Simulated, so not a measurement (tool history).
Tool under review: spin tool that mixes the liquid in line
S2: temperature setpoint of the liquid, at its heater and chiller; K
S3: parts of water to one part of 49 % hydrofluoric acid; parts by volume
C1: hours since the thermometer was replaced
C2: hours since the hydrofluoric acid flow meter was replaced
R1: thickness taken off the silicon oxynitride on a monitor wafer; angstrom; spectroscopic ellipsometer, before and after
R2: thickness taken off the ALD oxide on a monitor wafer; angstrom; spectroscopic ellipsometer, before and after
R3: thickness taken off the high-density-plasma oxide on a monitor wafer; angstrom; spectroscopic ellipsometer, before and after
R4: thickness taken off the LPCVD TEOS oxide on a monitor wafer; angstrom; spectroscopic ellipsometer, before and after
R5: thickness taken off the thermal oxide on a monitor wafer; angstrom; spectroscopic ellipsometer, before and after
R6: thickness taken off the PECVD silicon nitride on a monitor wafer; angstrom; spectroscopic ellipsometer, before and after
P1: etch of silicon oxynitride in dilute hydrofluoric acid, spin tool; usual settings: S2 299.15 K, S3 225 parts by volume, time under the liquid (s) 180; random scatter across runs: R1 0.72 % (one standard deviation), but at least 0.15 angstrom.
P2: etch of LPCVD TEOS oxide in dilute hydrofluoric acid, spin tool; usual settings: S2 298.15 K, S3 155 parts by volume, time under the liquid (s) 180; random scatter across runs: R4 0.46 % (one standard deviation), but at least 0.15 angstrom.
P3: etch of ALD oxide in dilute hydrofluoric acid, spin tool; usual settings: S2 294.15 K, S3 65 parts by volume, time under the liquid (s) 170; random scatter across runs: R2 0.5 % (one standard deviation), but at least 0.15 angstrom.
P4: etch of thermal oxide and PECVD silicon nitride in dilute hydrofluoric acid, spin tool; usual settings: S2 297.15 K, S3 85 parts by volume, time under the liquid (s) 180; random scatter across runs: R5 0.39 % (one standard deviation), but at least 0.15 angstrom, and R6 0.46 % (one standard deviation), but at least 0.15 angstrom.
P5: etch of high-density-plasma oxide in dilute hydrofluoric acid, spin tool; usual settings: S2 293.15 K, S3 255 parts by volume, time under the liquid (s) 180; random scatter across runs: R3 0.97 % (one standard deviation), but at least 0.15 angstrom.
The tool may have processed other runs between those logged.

run 1 day=0.342 | process_that_ran=P1 S2=299.15 S3=225 time_under_the_liquid_(s)=180 | C1=288.1 C2=113.3 | R1=37.973
run 2 day=0.729 | process_that_ran=P1 S2=293.65 S3=225 time_under_the_liquid_(s)=180 | C1=297.4 C2=122.6 | R1=30.012
run 3 day=1.242 | process_that_ran=P3 S2=302.65 S3=65 time_under_the_liquid_(s)=170 | C1=309.7 C2=134.9 | R2=623.090
run 4 day=1.925 | process_that_ran=P3 S2=294.15 S3=95 time_under_the_liquid_(s)=170 | C1=326.1 C2=151.3 | R2=292.670
run 5 day=2.592 | process_that_ran=P5 S2=293.15 S3=255 time_under_the_liquid_(s)=180 | C1=342.1 C2=167.3 | R3=26.896
run 6 day=3.246 | process_that_ran=P3 S2=294.15 S3=65 time_under_the_liquid_(s)=20 | C1=357.8 C2=183.0 | R2=51.852
run 7 day=3.762 | process_that_ran=P1 S2=299.15 S3=225 time_under_the_liquid_(s)=180 | C1=370.2 C2=195.4 | R1=38.288
run 8 day=4.538 | process_that_ran=P5 S2=293.15 S3=385 time_under_the_liquid_(s)=180 | C1=388.8 C2=214.0 | R3=16.082
run 9 day=4.942 | process_that_ran=P2 S2=298.15 S3=40 time_under_the_liquid_(s)=180 | C1=398.5 C2=223.7 | R4=1333.300
run 10 day=5.696 | process_that_ran=P1 S2=299.15 S3=225 time_under_the_liquid_(s)=180 | C1=416.6 C2=241.8 | R1=37.716
run 11 day=6.067 | process_that_ran=P1 S2=306.15 S3=225 time_under_the_liquid_(s)=275 | C1=425.5 C2=250.7 | R1=77.332
run 12 day=6.554 | process_that_ran=P4 S2=297.15 S3=85 time_under_the_liquid_(s)=180 | C1=437.2 C2=262.4 | R5=103.100 R6=47.346
run 13 day=7.167 | process_that_ran=P4 S2=293.15 S3=85 time_under_the_liquid_(s)=180 | C1=451.9 C2=277.1 | R5=87.924 R6=36.163
run 14 day=7.812 | process_that_ran=P1 S2=299.15 S3=225 time_under_the_liquid_(s)=180 | C1=467.4 C2=292.6 | R1=38.518
run 15 day=8.162 | process_that_ran=P1 S2=299.15 S3=400 time_under_the_liquid_(s)=180 | C1=475.8 C2=301.0 | R1=18.709
run 16 day=8.812 | process_that_ran=P2 S2=298.15 S3=155 time_under_the_liquid_(s)=15 | C1=491.4 C2=316.6 | R4=24.779
run 17 day=9.542 | process_that_ran=P5 S2=293.15 S3=255 time_under_the_liquid_(s)=330 | C1=508.9 C2=334.1 | R3=50.209
run 18 day=9.971 | process_that_ran=P1 S2=299.15 S3=225 time_under_the_liquid_(s)=180 | C1=519.2 C2=344.4 | R1=38.329
run 19 day=10.529 | process_that_ran=P1 S2=299.15 S3=225 time_under_the_liquid_(s)=355 | C1=532.6 C2=357.8 | R1=75.217
run 20 day=11.058 | process_that_ran=P4 S2=297.15 S3=85 time_under_the_liquid_(s)=50 | C1=545.3 C2=370.5 | R5=28.945 R6=13.282
run 21 day=11.708 | process_that_ran=P3 S2=294.15 S3=65 time_under_the_liquid_(s)=170 | C1=560.9 C2=386.1 | R2=445.920
run 22 day=12.288 | process_that_ran=P2 S2=298.15 S3=155 time_under_the_liquid_(s)=180 | C1=574.8 C2=400.0 | R4=294.980
run 23 day=12.633 | process_that_ran=P4 S2=297.15 S3=50 time_under_the_liquid_(s)=180 | C1=583.1 C2=408.3 | R5=182.920 R6=79.941
run 24 day=13.388 | process_that_ran=P1 S2=299.15 S3=105 time_under_the_liquid_(s)=180 | C1=601.2 C2=426.4 | R1=90.862
run 25 day=13.796 | process_that_ran=P1 S2=299.15 S3=225 time_under_the_liquid_(s)=55 | C1=611.0 C2=436.2 | R1=11.501
run 26 day=14.196 | process_that_ran=P5 S2=290.15 S3=255 time_under_the_liquid_(s)=180 | C1=620.6 C2=445.8 | R3=24.322
run 27 day=14.575 | process_that_ran=P2 S2=305.15 S3=155 time_under_the_liquid_(s)=180 | C1=629.7 C2=454.9 | R4=388.310
run 28 day=15.175 | process_that_ran=P1 S2=303.15 S3=225 time_under_the_liquid_(s)=180 | C1=644.1 C2=469.3 | R1=44.813
run 29 day=15.767 | process_that_ran=P1 S2=299.15 S3=225 time_under_the_liquid_(s)=180 | C1=658.3 C2=483.5 | R1=38.423
run 30 day=16.408 | process_that_ran=P1 S2=303.15 S3=370 time_under_the_liquid_(s)=180 | C1=673.7 C2=498.9 | R1=24.524
run 31 day=17.112 | process_that_ran=P1 S2=295.15 S3=115 time_under_the_liquid_(s)=180 | C1=690.6 C2=515.8 | R1=67.945
run 32 day=17.796 | process_that_ran=P3 S2=294.15 S3=65 time_under_the_liquid_(s)=170 | C1=707.0 C2=532.2 | R2=442.360
run 33 day=18.292 | process_that_ran=P1 S2=299.15 S3=225 time_under_the_liquid_(s)=180 | C1=718.9 C2=544.1 | R1=38.244
run 34 day=19.017 | process_that_ran=P1 S2=299.15 S3=225 time_under_the_liquid_(s)=180 | C1=736.3 C2=561.5 | R1=39.402

Run 35, settings as shown, results not yet in. Your forecast:
run 35 day=19.512 | process_that_ran=P1 S2=299.15 S3=225 time_under_the_liquid_(s)=180 | C1=748.2 C2=573.4 | R1=?

{"run 35": {"R1": 40.046}}
